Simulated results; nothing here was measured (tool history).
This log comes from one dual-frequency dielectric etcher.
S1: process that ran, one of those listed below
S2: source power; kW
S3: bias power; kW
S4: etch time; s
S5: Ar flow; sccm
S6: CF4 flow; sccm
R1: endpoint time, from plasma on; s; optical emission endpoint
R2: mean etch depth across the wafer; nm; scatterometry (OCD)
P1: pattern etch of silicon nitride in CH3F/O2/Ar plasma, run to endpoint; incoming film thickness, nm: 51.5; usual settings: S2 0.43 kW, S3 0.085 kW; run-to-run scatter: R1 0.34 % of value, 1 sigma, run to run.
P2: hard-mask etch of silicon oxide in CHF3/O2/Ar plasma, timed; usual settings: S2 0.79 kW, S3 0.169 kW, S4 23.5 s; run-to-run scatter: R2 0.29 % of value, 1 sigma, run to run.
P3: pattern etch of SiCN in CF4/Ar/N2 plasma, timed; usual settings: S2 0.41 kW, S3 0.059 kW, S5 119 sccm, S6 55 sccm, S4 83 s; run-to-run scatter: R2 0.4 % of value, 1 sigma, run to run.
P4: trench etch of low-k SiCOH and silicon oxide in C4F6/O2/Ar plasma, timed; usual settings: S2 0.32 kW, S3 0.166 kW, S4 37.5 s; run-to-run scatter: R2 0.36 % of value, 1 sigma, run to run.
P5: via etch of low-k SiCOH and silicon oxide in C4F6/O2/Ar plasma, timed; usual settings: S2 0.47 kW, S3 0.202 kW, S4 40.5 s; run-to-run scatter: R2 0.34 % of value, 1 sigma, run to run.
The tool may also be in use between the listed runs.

Run 1, hour 12.8: S1 P1, S2 0.43 kW, S3 0.085 kW. Result: R1 69.824 s.
Run 2, hour 25.8: S1 P2, S2 0.79 kW, S3 0.099 kW, S4 23.5 s. Result: R2 43.46 nm.
Run 3, hour 34.5: S1 P4, S2 0.32 kW, S3 0.166 kW, S4 46 s. Result: R2 130.23 nm.
Run 4, hour 46.5: S1 P4, S2 0.32 kW, S3 0.166 kW, S4 37.5 s. Result: R2 107.17 nm.
Run 5, hour 58.2: S1 P3, S2 0.41 kW, S3 0.059 kW, S4 108.5 s, S5 119 sccm, S6 55 sccm. Result: R2 73.202 nm.
Run 6, hour 70.7: S1 P1, S2 0.51 kW, S3 0.071 kW. Result: R1 69.76 s.
Run 7, hour 81.2: S1 P5, S2 0.47 kW, S3 0.202 kW, S4 25 s. Result: R2 74.712 nm.
Run 8, hour 89.3: S1 P5, S2 0.47 kW, S3 0.202 kW, S4 40.5 s. Result: R2 121.25 nm.
Run 9, hour 97.4: S1 P3, S2 0.41 kW, S3 0.059 kW, S4 83 s, S5 119 sccm, S6 45 sccm. Result: R2 54.374 nm.
Run 10, hour 104.9: S1 P3, S2 0.41 kW, S3 0.059 kW, S4 83 s, S5 80 sccm, S6 55 sccm. Result: R2 60.335 nm.
Run 11, hour 113.8: S1 P5, S2 0.27 kW, S3 0.202 kW, S4 40.5 s. Result: R2 97.775 nm.
Run 12, hour 120.3: S1 P1, S2 0.43 kW, S3 0.063 kW. Result: R1 77.12 s.
Run 13, hour 130.5: S1 P3, S2 0.41 kW, S3 0.059 kW, S4 83 s, S5 119 sccm, S6 55 sccm. Result: R2 56.016 nm.
Run 14, hour 137.4: S1 P1, S2 0.43 kW, S3 0.085 kW. Result: R1 69.868 s.
Run 15, hour 149.7: S1 P1, S2 0.27 kW, S3 0.069 kW. Result: R1 89.336 s.
Run 16, hour 157.7: S1 P4, S2 0.32 kW, S3 0.117 kW, S4 37.5 s. Result: R2 96.265 nm.
Run 17, hour 164.9: S1 P1, S2 0.28 kW, S3 0.085 kW. Result: R1 81.66 s.
Run 18, hour 174: S1 P5, S2 0.47 kW, S3 0.269 kW, S4 40.5 s. Result: R2 132.35 nm.
Run 19, hour 188: S1 P1, S2 0.43 kW, S3 0.116 kW. Result: R1 62.097 s.
Run 20, hour 194.7: S1 P4, S2 0.4 kW, S3 0.166 kW, S4 37.5 s. Result: R2 115.82 nm.
Run 21, hour 206.6: S1 P1, S2 0.58 kW, S3 0.085 kW. Result: R1 62.647 s.
Run 22, hour 213.4: S1 P3, S2 0.25 kW, S3 0.059 kW, S4 83 s, S5 119 sccm, S6 55 sccm. Result: R2 36.546 nm.
Run 23, hour 222.8: S1 P3, S2 0.41 kW, S3 0.059 kW, S4 83 s, S5 119 sccm, S6 55 sccm. Result: R2 56.331 nm.
Run 24, hour 234.7: S1 P5, S2 0.47 kW, S3 0.202 kW, S4 40.5 s. Result: R2 121.36 nm.
At hour 243.3: wet clean of the chamber.
Run 25, hour 246.9: S1 P1, S2 0.43 kW, S3 0.085 kW. Result: R1 69.806 s.
Run 26, hour 254.7: S1 P2, S2 0.63 kW, S3 0.169 kW, S4 23.5 s. Result: R2 46.874 nm.
Run 27, hour 264.8: S1 P1, S2 0.43 kW, S3 0.085 kW. Result: R1 69.832 s.
Run 28, hour 274.1: S1 P2, S2 0.79 kW, S3 0.169 kW, S4 23.5 s. Result: R2 50.863 nm.
Run 29, hour 288.3: S1 P2, S2 0.79 kW, S3 0.169 kW, S4 32.5 s. Result: R2 70.365 nm.
Run 30, hour 297.8: S1 P3, S2 0.41 kW, S3 0.08 kW, S4 83 s, S5 119 sccm, S6 55 sccm. Result: R2 63.071 nm.
Run 31, hour 308.9: S1 P1, S2 0.43 kW, S3 0.085 kW. Result: R1 69.823 s.
Run 32, hour 318.1: S1 P1, S2 0.43 kW, S3 0.085 kW. Result: R1 70.21 s.
Run 33, hour 326.3: S1 P1, S2 0.43 kW, S3 0.085 kW. Result: R1 70.628 s.

What does the tool deliver on the next run?
Run 34, hour 333.8: S1 P1, S2 0.43 kW, S3 0.085 kW. Result: R1 ?.

{"run 34": {"R1": 70.724}}
